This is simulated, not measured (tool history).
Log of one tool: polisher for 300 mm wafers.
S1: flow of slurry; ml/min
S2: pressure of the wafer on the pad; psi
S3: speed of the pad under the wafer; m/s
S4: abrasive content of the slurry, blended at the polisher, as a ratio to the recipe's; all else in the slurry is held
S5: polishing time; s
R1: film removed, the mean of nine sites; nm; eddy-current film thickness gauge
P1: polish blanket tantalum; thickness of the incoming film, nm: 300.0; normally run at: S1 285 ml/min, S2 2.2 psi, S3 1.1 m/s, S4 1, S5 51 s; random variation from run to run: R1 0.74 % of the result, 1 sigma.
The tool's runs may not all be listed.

| run | hour | S1 | S2 | S3 | S4 | S5 | R1 |
|---|---|---|---|---|---|---|---|
| 1 | 2.1 | 285 | 2.2 | 1.1 | 1 | 51 | 101.93 |
| 2 | 4.4 | 210 | 2.2 | 1.1 | 1 | 51 | 98.758 |
| 3 | 7.7 | 285 | 2.2 | 1.1 | 1 | 34 | 68.078 |
| 4 | 11 | 285 | 2.2 | 1.1 | 1 | 51 | 101.18 |
| 5 | 13.8 | 285 | 2.2 | 1.1 | 1 | 77 | 154.49 |
| 6 | 16.6 | 285 | 2.2 | 1.1 | 1.4 | 51 | 111.04 |
| 7 | 20 | 285 | 2.2 | 1.7 | 1 | 51 | 157.33 |
| 8 | 22.9 | 285 | 1.2 | 1.1 | 1 | 51 | 55.702 |
| 9 | 27.4 | 285 | 1 | 1.1 | 1.25 | 51 | 49.511 |
| 10 | 31.4 | 285 | 2.2 | 1.1 | 1 | 51 | 102.81 |
| 11 | 33.7 | 170 | 2.2 | 1.62 | 1 | 51 | 139.7 |
| 12 | 36.6 | 445 | 2.2 | 1.1 | 1 | 51 | 106.42 |
| 13 | 39.7 | 285 | 2.2 | 0.62 | 1 | 51 | 56.518 |
| 14 | 44.1 | 285 | 2.2 | 1.1 | 1 | 51 | 101.8 |
| 15 | 47.9 | 285 | 3 | 1.1 | 1 | 51 | 138.98 |
| 16 | 51.2 | 285 | 2.2 | 1.1 | 0.6 | 51 | 84.485 |
| 17 | 55 | 285 | 2.2 | 1.1 | 1 | 51 | 100.97 |

Run 18 comes next. What will it give?
| 18 | 59.1 | 285 | 2.2 | 1.1 | 1 | 51 | ? |

R1: 102.32 nm
